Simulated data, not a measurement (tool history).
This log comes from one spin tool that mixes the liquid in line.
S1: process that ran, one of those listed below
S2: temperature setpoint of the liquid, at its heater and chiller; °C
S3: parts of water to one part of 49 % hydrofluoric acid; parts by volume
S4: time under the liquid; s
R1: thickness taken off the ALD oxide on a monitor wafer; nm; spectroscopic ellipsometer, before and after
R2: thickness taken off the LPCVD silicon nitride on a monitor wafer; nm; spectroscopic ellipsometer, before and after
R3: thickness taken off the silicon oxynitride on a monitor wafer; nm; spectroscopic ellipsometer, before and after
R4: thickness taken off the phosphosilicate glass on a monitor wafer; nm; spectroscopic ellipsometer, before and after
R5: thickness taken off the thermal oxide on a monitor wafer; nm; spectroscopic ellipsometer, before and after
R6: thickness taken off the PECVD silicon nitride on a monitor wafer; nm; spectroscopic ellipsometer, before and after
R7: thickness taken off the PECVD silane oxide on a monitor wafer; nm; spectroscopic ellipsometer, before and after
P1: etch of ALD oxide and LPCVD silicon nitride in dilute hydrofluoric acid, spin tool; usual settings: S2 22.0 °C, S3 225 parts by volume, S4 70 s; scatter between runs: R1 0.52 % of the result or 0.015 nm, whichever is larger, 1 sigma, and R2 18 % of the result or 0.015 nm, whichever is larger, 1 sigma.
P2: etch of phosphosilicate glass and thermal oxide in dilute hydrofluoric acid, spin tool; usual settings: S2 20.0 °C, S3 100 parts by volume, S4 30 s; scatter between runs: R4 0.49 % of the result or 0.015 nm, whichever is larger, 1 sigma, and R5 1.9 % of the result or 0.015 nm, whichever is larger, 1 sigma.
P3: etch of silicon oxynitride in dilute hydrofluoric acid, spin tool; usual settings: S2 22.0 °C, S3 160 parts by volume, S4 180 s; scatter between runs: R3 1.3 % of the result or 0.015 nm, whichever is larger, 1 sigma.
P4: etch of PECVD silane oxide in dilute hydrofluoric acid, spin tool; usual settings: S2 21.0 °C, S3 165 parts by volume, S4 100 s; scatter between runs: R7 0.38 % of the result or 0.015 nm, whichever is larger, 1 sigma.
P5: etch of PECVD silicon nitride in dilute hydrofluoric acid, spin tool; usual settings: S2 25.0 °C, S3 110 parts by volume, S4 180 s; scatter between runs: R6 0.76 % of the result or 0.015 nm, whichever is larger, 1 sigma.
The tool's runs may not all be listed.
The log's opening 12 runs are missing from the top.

run     day  S1    S2   S3   S4      R1        R2  R3      R4       R5       R6      R7
 13   5.425  P1  22.0  225   70  8.1953  0.210520
 14   5.767  P1  22.0  225   70  8.1977  0.177610
 15   6.238  P2  20.0  185   30                        17.049  0.58128
 16   6.683  P1  22.0  225   70  8.2454  0.166320
 17   7.058  P2  28.0  100   30                        47.767  1.58160
 18   7.412  P1  22.0  225   70  8.2628  0.120120
 19   7.692  P1  17.0  225   70  6.8252  0.084141
 20   8.221  P2  20.0  100   30                        34.744  1.14780
 21   8.467  P5  25.0  110  180                                         3.44340
 22   8.712  P1  22.0  225   70  8.2884  0.112570
 23   9.233  P4  21.0  165  100                                                  8.5019
 24   9.788  P1  28.0  295   70  7.2686  0.140590
 25  10.154  P5  25.0  110   40                                         0.75693

Forecast run 26:
 26  10.433  P4  21.0  165  35                           ?

R7: 3.0116 nm
